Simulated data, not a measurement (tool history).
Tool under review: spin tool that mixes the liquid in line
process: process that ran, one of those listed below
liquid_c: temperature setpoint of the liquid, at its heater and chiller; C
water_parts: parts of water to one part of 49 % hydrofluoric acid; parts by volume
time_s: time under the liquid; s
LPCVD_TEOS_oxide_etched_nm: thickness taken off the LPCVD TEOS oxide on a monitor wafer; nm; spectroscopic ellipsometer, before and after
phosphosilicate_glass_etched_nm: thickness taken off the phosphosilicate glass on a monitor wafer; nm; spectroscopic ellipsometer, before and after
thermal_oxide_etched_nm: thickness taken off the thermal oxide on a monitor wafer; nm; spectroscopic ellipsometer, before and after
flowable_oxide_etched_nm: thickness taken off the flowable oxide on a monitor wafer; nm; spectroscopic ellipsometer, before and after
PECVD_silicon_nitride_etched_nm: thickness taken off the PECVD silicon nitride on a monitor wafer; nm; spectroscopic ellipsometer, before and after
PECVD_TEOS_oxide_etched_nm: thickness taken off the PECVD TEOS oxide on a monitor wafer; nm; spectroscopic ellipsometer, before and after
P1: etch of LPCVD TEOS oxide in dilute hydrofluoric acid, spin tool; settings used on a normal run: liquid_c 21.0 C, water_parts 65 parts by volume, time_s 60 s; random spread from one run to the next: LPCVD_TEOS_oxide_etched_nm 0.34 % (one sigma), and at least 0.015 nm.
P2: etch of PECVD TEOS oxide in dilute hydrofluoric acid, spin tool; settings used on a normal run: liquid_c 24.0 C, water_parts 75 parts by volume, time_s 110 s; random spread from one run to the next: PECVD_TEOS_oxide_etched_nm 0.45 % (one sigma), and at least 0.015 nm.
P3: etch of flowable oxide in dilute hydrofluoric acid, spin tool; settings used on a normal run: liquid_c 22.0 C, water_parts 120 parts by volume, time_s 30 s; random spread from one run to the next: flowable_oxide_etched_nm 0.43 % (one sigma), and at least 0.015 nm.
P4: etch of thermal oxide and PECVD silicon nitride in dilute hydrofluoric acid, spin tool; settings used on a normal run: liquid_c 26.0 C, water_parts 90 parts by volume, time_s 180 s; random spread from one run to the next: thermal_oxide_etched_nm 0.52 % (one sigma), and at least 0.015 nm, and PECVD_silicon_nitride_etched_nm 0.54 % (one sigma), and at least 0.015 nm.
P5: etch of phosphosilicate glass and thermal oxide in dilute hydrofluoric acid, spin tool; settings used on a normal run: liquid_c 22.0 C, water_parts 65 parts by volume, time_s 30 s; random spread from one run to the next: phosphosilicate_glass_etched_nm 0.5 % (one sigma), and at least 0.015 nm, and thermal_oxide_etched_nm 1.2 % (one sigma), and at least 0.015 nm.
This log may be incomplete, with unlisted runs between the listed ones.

run,hour,process,liquid_c,water_parts,time_s,LPCVD_TEOS_oxide_etched_nm,phosphosilicate_glass_etched_nm,thermal_oxide_etched_nm,flowable_oxide_etched_nm,PECVD_silicon_nitride_etched_nm,PECVD_TEOS_oxide_etched_nm
1,8.0,P1,21.0,65,60,25.605,,,,,
2,19.9,P5,30.0,65,30,,36.609,2.9059,,,
3,30.8,P5,22.0,65,15,,13.238,1.0389,,,
4,42.9,P3,22.0,120,15,,,,4.2121,,
5,51.5,P1,21.0,20,60,87.063,,,,,
6,61.4,P1,21.0,65,60,25.486,,,,,
7,74.4,P1,17.0,65,60,21.513,,,,,
8,87.9,P1,21.0,65,60,25.376,,,,,
# hour 98.0: hydrofluoric acid flow meter replaced
9,101.5,P4,26.0,90,270,,,16.5530,,10.1690,
10,108.9,P1,21.0,110,60,14.259,,,,,
11,123.9,P1,21.0,65,15,6.338,,,,,
12,132.0,P2,24.0,130,110,,,,,,11.0210
13,144.0,P4,26.0,45,180,,,23.4130,,13.4120,
14,159.1,P5,22.0,90,30,,18.617,1.4653,,,
15,167.8,P4,26.0,90,180,,,11.1660,,6.8117,
16,175.8,P4,33.5,90,180,,,14.8060,,10.9340,
17,186.1,P5,22.0,65,30,,26.658,2.1010,,,
18,198.9,P3,28.0,120,30,,,,10.5230,,
19,210.7,P1,21.0,105,85,21.230,,,,,
20,219.3,P1,27.0,65,60,32.600,,,,,
21,234.0,P1,21.0,65,60,25.389,,,,,
22,242.1,P3,22.0,120,30,,,,8.4155,,
23,253.3,P4,26.0,90,180,,,11.1930,,6.8204,
24,267.9,P2,24.0,75,40,,,,,,7.4693
25,282.8,P2,19.5,75,110,,,,,,17.0970
26,290.5,P3,22.0,70,30,,,,15.1380,,
27,304.9,P1,21.0,65,100,42.138,,,,,
28,313.3,P1,21.0,65,60,25.514,,,,,
29,325.7,P2,24.0,75,110,,,,,,20.4400
30,336.8,P1,21.0,65,60,25.333,,,,,
31,345.9,P1,21.0,65,60,24.537,,,,,
32,352.8,P1,21.0,65,60,24.046,,,,,
33,368.5,P1,21.0,65,60,23.432,,,,,
34,377.8,P1,21.0,65,60,23.387,,,,,
35,386.0,P1,21.0,65,60,23.290,,,,,
36,399.4,P1,21.0,65,60,23.200,,,,,
37,412.1,P1,21.0,65,60,23.363,,,,,

What P1 gives has crept off from where it sat before. The 2 causes that follow fit the log equally well, each at the size noted:
A: liquid colder than its thermometer reads (K) = 2.17
B: hydrofluoric acid flow below the setpoint (%) = 8.07
The onset of the drift is placed at about hour 336.8.

Of the 4 check runs listed below, each run on one wafer and each result written as a question mark, which would let you distinguish the listed causes because they would give clearly different results?
check 1,424.8,P3,22.0,120,30,,,,?,,
check 2,424.8,P5,22.0,65,30,,?,?,,,
check 3,424.8,P4,26.0,90,180,,,?,,?,
check 4,424.8,P2,24.0,75,110,,,,,,?

Outcome of each check run for each possible cause:
check,result,if A,if B
check 1,flowable_oxide_etched_nm,7.6331,7.5666
check 2,phosphosilicate_glass_etched_nm,24.225,24.208
check 2,thermal_oxide_etched_nm,1.9082,1.9069
check 3,thermal_oxide_etched_nm,10.1500,10.0640
check 3,PECVD_silicon_nitride_etched_nm,5.8973,6.2563
check 4,PECVD_TEOS_oxide_etched_nm,18.7790,18.7030
Smallest distance between any two causes, each pair judged by its most separating result, in per cent: check 1 0.88 %; check 2 0.07 %; check 3 5.91 %; check 4 0.41 %
The causes can be told apart only by check 3. The other checks would give nearly the same results under each of them.

Check 3 was then run and gave: thermal_oxide_etched_nm 9.9982 nm; PECVD_silicon_nitride_etched_nm 6.2653 nm. Which cause is it?

Of the candidate causes, it is B: hydrofluoric acid flow below the setpoint (%).
